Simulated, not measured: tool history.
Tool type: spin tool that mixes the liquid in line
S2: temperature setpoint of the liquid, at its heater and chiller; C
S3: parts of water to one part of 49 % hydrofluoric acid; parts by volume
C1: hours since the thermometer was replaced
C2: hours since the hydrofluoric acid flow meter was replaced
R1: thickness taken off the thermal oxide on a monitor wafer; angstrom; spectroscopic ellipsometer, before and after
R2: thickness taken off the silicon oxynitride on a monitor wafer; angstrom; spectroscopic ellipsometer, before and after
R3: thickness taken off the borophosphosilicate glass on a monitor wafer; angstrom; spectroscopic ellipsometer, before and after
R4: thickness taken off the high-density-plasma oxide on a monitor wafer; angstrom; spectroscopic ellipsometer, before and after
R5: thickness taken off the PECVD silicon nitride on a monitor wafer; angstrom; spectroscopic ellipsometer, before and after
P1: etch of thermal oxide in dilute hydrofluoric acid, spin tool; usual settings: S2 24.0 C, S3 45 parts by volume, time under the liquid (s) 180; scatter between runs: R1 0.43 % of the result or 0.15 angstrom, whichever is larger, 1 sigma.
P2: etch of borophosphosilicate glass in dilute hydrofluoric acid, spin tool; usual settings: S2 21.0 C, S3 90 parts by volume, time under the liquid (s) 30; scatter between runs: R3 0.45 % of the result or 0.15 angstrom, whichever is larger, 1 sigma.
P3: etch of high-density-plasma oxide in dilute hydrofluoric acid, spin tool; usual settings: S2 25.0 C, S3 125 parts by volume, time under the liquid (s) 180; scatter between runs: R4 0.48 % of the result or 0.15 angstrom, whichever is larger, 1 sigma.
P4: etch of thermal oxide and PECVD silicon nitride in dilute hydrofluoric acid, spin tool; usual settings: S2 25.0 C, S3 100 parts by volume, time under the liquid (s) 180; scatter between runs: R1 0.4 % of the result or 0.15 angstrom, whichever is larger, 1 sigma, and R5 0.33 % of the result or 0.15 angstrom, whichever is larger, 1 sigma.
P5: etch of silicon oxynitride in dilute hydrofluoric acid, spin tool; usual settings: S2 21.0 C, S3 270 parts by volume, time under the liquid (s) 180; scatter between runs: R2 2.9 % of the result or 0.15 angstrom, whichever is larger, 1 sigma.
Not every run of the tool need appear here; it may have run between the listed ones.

{"run": 1, "hour": 5.0, "process that ran": "P1", "S2": 24.0, "S3": 45, "time under the liquid (s)": 180, "C1": 731.2, "C2": 857.2, "R1": 209.06}
{"run": 2, "hour": 8.9, "process that ran": "P5", "S2": 21.0, "S3": 415, "time under the liquid (s)": 180, "C1": 735.1, "C2": 861.1, "R2": 4.0349}
{"run": 3, "hour": 12.1, "process that ran": "P1", "S2": 27.5, "S3": 45, "time under the liquid (s)": 180, "C1": 738.3, "C2": 864.3, "R1": 239.71}
{"run": 4, "hour": 17.1, "process that ran": "P2", "S2": 21.0, "S3": 90, "time under the liquid (s)": 15, "C1": 743.3, "C2": 869.3, "R3": 77.736}
{"run": 5, "hour": 21.2, "process that ran": "P1", "S2": 24.0, "S3": 45, "time under the liquid (s)": 60, "C1": 747.4, "C2": 873.4, "R1": 69.915}
{"run": 6, "hour": 25.2, "process that ran": "P1", "S2": 19.0, "S3": 45, "time under the liquid (s)": 180, "C1": 751.4, "C2": 877.4, "R1": 169.1}
{"run": 7, "hour": 28.8, "process that ran": "P1", "S2": 24.0, "S3": 30, "time under the liquid (s)": 180, "C1": 755.0, "C2": 881.0, "R1": 319.68}
{"run": 8, "hour": 35.2, "process that ran": "P3", "S2": 25.0, "S3": 125, "time under the liquid (s)": 95, "C1": 761.4, "C2": 887.4, "R4": 49.768}
{"run": 9, "hour": 41.8, "process that ran": "P4", "S2": 25.0, "S3": 100, "time under the liquid (s)": 320, "C1": 768.0, "C2": 894.0, "R1": 156.89, "R5": 111.73}
{"run": 10, "hour": 45.4, "process that ran": "P1", "S2": 24.0, "S3": 45, "time under the liquid (s)": 180, "C1": 771.6, "C2": 897.6, "R1": 208.49}
{"run": 11, "hour": 49.2, "process that ran": "P2", "S2": 21.0, "S3": 90, "time under the liquid (s)": 30, "C1": 775.4, "C2": 901.4, "R3": 155.05}
{"run": 12, "hour": 55.3, "process that ran": "P4", "S2": 25.0, "S3": 45, "time under the liquid (s)": 180, "C1": 781.5, "C2": 907.5, "R1": 209.88, "R5": 137.5}
{"run": 13, "hour": 60.8, "process that ran": "P2", "S2": 17.0, "S3": 90, "time under the liquid (s)": 30, "C1": 787.0, "C2": 913.0, "R3": 131.49}
{"run": 14, "hour": 67.3, "process that ran": "P1", "S2": 24.0, "S3": 45, "time under the liquid (s)": 180, "C1": 793.5, "C2": 919.5, "R1": 209.09}
{"run": 15, "hour": 71.0, "process that ran": "P5", "S2": 21.0, "S3": 270, "time under the liquid (s)": 180, "C1": 797.2, "C2": 923.2, "R2": 6.9377}
{"run": 16, "hour": 77.1, "process that ran": "P5", "S2": 21.0, "S3": 270, "time under the liquid (s)": 30, "C1": 803.3, "C2": 929.3, "R2": 1.3881}
{"run": 17, "hour": 80.6, "process that ran": "P1", "S2": 24.0, "S3": 60, "time under the liquid (s)": 180, "C1": 806.8, "C2": 932.8, "R1": 153.38}
{"run": 18, "hour": 86.5, "process that ran": "P1", "S2": 24.0, "S3": 30, "time under the liquid (s)": 70, "C1": 812.7, "C2": 938.7, "R1": 123.85}
{"run": 19, "hour": 93.1, "process that ran": "P1", "S2": 24.0, "S3": 45, "time under the liquid (s)": 180, "C1": 819.3, "C2": 945.3, "R1": 208.99}
{"run": 20, "hour": 96.6, "process that ran": "P1", "S2": 24.0, "S3": 45, "time under the liquid (s)": 325, "C1": 822.8, "C2": 948.8, "R1": 377.36}
{"run": 21, "hour": 100.8, "process that ran": "P4", "S2": 25.0, "S3": 100, "time under the liquid (s)": 180, "C1": 827.0, "C2": 953.0, "R1": 88.36, "R5": 63.232}
{"run": 22, "hour": 107.5, "process that ran": "P4", "S2": 32.0, "S3": 100, "time under the liquid (s)": 180, "C1": 833.7, "C2": 959.7, "R1": 114.81, "R5": 97.244}
{"run": 23, "hour": 112.6, "process that ran": "P2", "S2": 21.0, "S3": 45, "time under the liquid (s)": 30, "C1": 838.8, "C2": 964.8, "R3": 330.58}
{"run": 24, "hour": 119.1, "process that ran": "P1", "S2": 24.0, "S3": 45, "time under the liquid (s)": 180, "C1": 845.3, "C2": 971.3, "R1": 208.72}
{"run": 25, "hour": 124.4, "process that ran": "P3", "S2": 32.0, "S3": 125, "time under the liquid (s)": 180, "C1": 850.6, "C2": 976.6, "R4": 122.29}

Predict the results of run 26:
{"run": 26, "hour": 129.9, "process that ran": "P3", "S2": 25.0, "S3": 210, "time under the liquid (s)": 180, "C1": 856.1, "C2": 982.1, "R4": "?"}

R4: 50.683 angstrom

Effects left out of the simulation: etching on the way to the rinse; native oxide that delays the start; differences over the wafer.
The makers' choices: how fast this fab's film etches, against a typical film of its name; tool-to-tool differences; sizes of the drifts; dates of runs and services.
